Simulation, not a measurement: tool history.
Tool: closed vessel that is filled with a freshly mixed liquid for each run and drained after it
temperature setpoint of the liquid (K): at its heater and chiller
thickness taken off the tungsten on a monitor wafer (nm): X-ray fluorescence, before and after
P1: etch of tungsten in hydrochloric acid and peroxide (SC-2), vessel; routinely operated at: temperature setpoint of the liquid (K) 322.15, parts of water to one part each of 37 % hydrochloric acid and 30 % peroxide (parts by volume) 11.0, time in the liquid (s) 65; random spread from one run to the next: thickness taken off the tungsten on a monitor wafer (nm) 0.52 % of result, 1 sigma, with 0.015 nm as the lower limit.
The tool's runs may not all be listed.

run	day	temperature setpoint of the liquid (K)	parts of water to one part each of 37 % hydrochloric acid and 30 % peroxide (parts by volume)	time in the liquid (s)	hours since the thermometer was replaced	hours since the chemicals flow meter was replaced	hours since the drum of peroxide was connected	thickness taken off the tungsten on a monitor wafer (nm)
1	0.529	322.15	11.0	65	179.8	563.8	389.3	6.6118
2	0.867	335.15	6.5	65	187.9	571.9	397.4	23.4980
3	1.517	338.65	11.0	65	203.5	587.5	413.0	18.8950
4	1.904	322.15	17.0	30	212.8	596.8	422.3	2.1063
5	2.417	322.15	11.0	65	225.1	609.1	434.6	6.6130
6	2.992	322.15	11.0	65	238.9	622.9	448.4	6.6424
7	3.467	322.15	16.5	65	250.3	634.3	459.8	4.6990
8	4.100	336.15	11.0	120	265.5	649.5	475.0	30.1630
9	4.688	322.15	11.0	65	279.6	663.6	489.1	6.6206
10	5.275	322.15	11.0	30	293.7	677.7	503.2	3.0573
11	5.821	322.15	11.0	100	306.8	690.8	516.3	10.2930
12	6.283	308.15	11.0	65	317.9	701.9	527.4	2.4791
13	6.892	322.15	4.0	65	332.5	716.5	542.0	14.3190
14	7.388	322.15	11.0	65	344.4	728.4	553.9	6.6560

Run 15 comes next. What will it give?
15	7.879	322.15	11.0	65	356.2	740.2	565.7	?

{"run 15": {"thickness taken off the tungsten on a monitor wafer (nm)": 6.606}}
